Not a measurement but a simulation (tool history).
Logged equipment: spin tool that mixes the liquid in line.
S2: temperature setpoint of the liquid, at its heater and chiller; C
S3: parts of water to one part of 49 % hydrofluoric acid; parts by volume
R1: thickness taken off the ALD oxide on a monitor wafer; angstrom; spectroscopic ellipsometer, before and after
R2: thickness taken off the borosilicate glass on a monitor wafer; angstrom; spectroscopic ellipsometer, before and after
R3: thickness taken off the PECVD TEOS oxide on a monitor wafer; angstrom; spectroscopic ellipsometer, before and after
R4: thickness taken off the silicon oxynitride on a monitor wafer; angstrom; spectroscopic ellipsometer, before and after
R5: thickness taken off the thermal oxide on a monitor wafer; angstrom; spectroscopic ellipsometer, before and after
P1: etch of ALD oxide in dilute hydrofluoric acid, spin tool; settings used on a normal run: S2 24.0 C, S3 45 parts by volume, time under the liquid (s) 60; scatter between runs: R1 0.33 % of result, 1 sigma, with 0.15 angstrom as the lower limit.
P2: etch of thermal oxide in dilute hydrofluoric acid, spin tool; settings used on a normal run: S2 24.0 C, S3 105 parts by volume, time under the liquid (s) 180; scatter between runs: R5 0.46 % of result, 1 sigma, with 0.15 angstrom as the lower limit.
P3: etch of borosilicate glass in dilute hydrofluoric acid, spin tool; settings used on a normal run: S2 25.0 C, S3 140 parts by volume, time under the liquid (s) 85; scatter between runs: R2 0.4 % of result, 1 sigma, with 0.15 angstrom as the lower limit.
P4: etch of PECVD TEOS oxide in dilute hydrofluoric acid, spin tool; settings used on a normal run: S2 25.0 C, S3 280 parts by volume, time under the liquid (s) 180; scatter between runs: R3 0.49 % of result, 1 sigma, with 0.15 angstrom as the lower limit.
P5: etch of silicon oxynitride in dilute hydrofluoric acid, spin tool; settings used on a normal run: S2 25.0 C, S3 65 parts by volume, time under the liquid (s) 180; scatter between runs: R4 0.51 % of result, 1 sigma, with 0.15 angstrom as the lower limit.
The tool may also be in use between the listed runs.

run 1 hour=6.0 | process_that_ran=P1 S2=24.0 S3=45 time_under_the_liquid_(s)=60 | R1=305.46
run 2 hour=11.1 | process_that_ran=P3 S2=25.0 S3=140 time_under_the_liquid_(s)=25 | R2=85.166
run 3 hour=16.8 | process_that_ran=P3 S2=25.0 S3=80 time_under_the_liquid_(s)=85 | R2=547.450
run 4 hour=20.1 | process_that_ran=P1 S2=24.0 S3=20 time_under_the_liquid_(s)=35 | R1=417.52
run 5 hour=25.8 | process_that_ran=P4 S2=25.0 S3=405 time_under_the_liquid_(s)=180 | R3=46.516
run 6 hour=29.4 | process_that_ran=P1 S2=24.0 S3=45 time_under_the_liquid_(s)=60 | R1=306.04
run 7 hour=33.7 | process_that_ran=P5 S2=25.0 S3=65 time_under_the_liquid_(s)=15 | R4=7.4906
run 8 hour=37.4 | process_that_ran=P2 S2=24.0 S3=30 time_under_the_liquid_(s)=180 | R5=323.4000
run 9 hour=42.0 | process_that_ran=P4 S2=25.0 S3=280 time_under_the_liquid_(s)=90 | R3=38.115
run 10 hour=47.0 | process_that_ran=P3 S2=25.0 S3=140 time_under_the_liquid_(s)=85 | R2=288.820
run 11 hour=49.7 | process_that_ran=P1 S2=24.0 S3=20 time_under_the_liquid_(s)=60 | R1=713.25
run 12 hour=55.6 | process_that_ran=P4 S2=25.0 S3=280 time_under_the_liquid_(s)=180 | R3=75.733
run 13 hour=60.2 | process_that_ran=P1 S2=24.0 S3=45 time_under_the_liquid_(s)=60 | R1=305.62
run 14 hour=65.8 | process_that_ran=P5 S2=25.0 S3=20 time_under_the_liquid_(s)=180 | R4=306.6000
run 15 hour=70.8 | process_that_ran=P1 S2=17.0 S3=45 time_under_the_liquid_(s)=60 | R1=228.07
run 16 hour=74.4 | process_that_ran=P1 S2=24.0 S3=45 time_under_the_liquid_(s)=25 | R1=127.72
run 17 hour=78.5 | process_that_ran=P1 S2=24.0 S3=45 time_under_the_liquid_(s)=105 | R1=535.95
run 18 hour=82.0 | process_that_ran=P5 S2=25.0 S3=65 time_under_the_liquid_(s)=180 | R4=89.9880
run 19 hour=86.2 | process_that_ran=P1 S2=24.0 S3=45 time_under_the_liquid_(s)=60 | R1=306.06
run 20 hour=90.8 | process_that_ran=P5 S2=33.0 S3=65 time_under_the_liquid_(s)=180 | R4=130.7000
run 21 hour=93.8 | process_that_ran=P1 S2=24.0 S3=75 time_under_the_liquid_(s)=60 | R1=176.66
run 22 hour=98.6 | process_that_ran=P1 S2=24.0 S3=30 time_under_the_liquid_(s)=110 | R1=859.87
run 23 hour=103.7 | process_that_ran=P2 S2=29.5 S3=105 time_under_the_liquid_(s)=180 | R5=104.2500
run 24 hour=107.4 | process_that_ran=P2 S2=24.0 S3=105 time_under_the_liquid_(s)=180 | R5=84.0530
run 25 hour=111.8 | process_that_ran=P2 S2=24.0 S3=105 time_under_the_liquid_(s)=15 | R5=6.7743
run 26 hour=115.4 | process_that_ran=P1 S2=17.0 S3=25 time_under_the_liquid_(s)=60 | R1=421.57
run 27 hour=121.5 | process_that_ran=P1 S2=24.0 S3=45 time_under_the_liquid_(s)=60 | R1=308.92
run 28 hour=125.1 | process_that_ran=P4 S2=20.0 S3=280 time_under_the_liquid_(s)=180 | R3=63.503
run 29 hour=128.9 | process_that_ran=P3 S2=17.0 S3=140 time_under_the_liquid_(s)=85 | R2=209.020
run 30 hour=134.5 | process_that_ran=P1 S2=29.5 S3=45 time_under_the_liquid_(s)=60 | R1=384.44
run 31 hour=140.3 | process_that_ran=P1 S2=24.0 S3=45 time_under_the_liquid_(s)=60 | R1=307.36
run 32 hour=144.9 | process_that_ran=P1 S2=24.0 S3=45 time_under_the_liquid_(s)=60 | R1=300.52
run 33 hour=150.8 | process_that_ran=P1 S2=24.0 S3=45 time_under_the_liquid_(s)=60 | R1=296.83
run 34 hour=156.7 | process_that_ran=P1 S2=24.0 S3=45 time_under_the_liquid_(s)=60 | R1=292.60
run 35 hour=161.7 | process_that_ran=P1 S2=24.0 S3=45 time_under_the_liquid_(s)=60 | R1=290.68
run 36 hour=167.3 | process_that_ran=P1 S2=24.0 S3=45 time_under_the_liquid_(s)=60 | R1=290.22
run 37 hour=171.0 | process_that_ran=P1 S2=24.0 S3=45 time_under_the_liquid_(s)=60 | R1=287.68
run 38 hour=176.0 | process_that_ran=P1 S2=24.0 S3=45 time_under_the_liquid_(s)=60 | R1=289.81
run 39 hour=180.5 | process_that_ran=P1 S2=24.0 S3=45 time_under_the_liquid_(s)=60 | R1=288.63
run 40 hour=186.2 | process_that_ran=P1 S2=24.0 S3=45 time_under_the_liquid_(s)=60 | R1=286.90

The log shows P1 creeping away from where it was. Any of the 2 causes listed here, at the size stated for it, fits the log just as well as the others:
A: liquid colder than its thermometer reads (K) = 1.51
B: hydrofluoric acid flow below the setpoint (%) = 5.71
The process output started creeping at around hour 140.3.

4 check runs are offered, each on 2 wafers whose results are averaged, their results left as question marks. Which one tells the causes apart?
run check 1 hour=191.9 | process_that_ran=P4 S2=25.0 S3=385 time_under_the_liquid_(s)=180 | R3=?
run check 2 hour=191.9 | process_that_ran=P3 S2=17.5 S3=140 time_under_the_liquid_(s)=85 | R2=?
run check 3 hour=191.9 | process_that_ran=P2 S2=24.0 S3=75 time_under_the_liquid_(s)=25 | R5=?
run check 4 hour=191.9 | process_that_ran=P5 S2=33.0 S3=65 time_under_the_liquid_(s)=15 | R4=?

Expected result of each check under each candidate cause:
check=check_1 result=R3 if_A=47.241 if_B=45.832
check=check_2 result=R2 if_A=201.580 if_B=200.620
check=check_3 result=R5 if_A=15.8460 if_B=15.7950
check=check_4 result=R4 if_A=10.1950 if_B=10.2440
Per-check spread between the two closest causes, in the result where they differ most: check 1 3.03 %; check 2 0.48 %; check 3 0.32 %; check 4 0.48 %
The causes can be told apart only by check 1. The other checks would give nearly the same results under each of them.

Check 1 has now been run. It gave: R3 45.874 angstrom. Which of the candidate causes is it?

It is B: hydrofluoric acid flow below the setpoint (%).
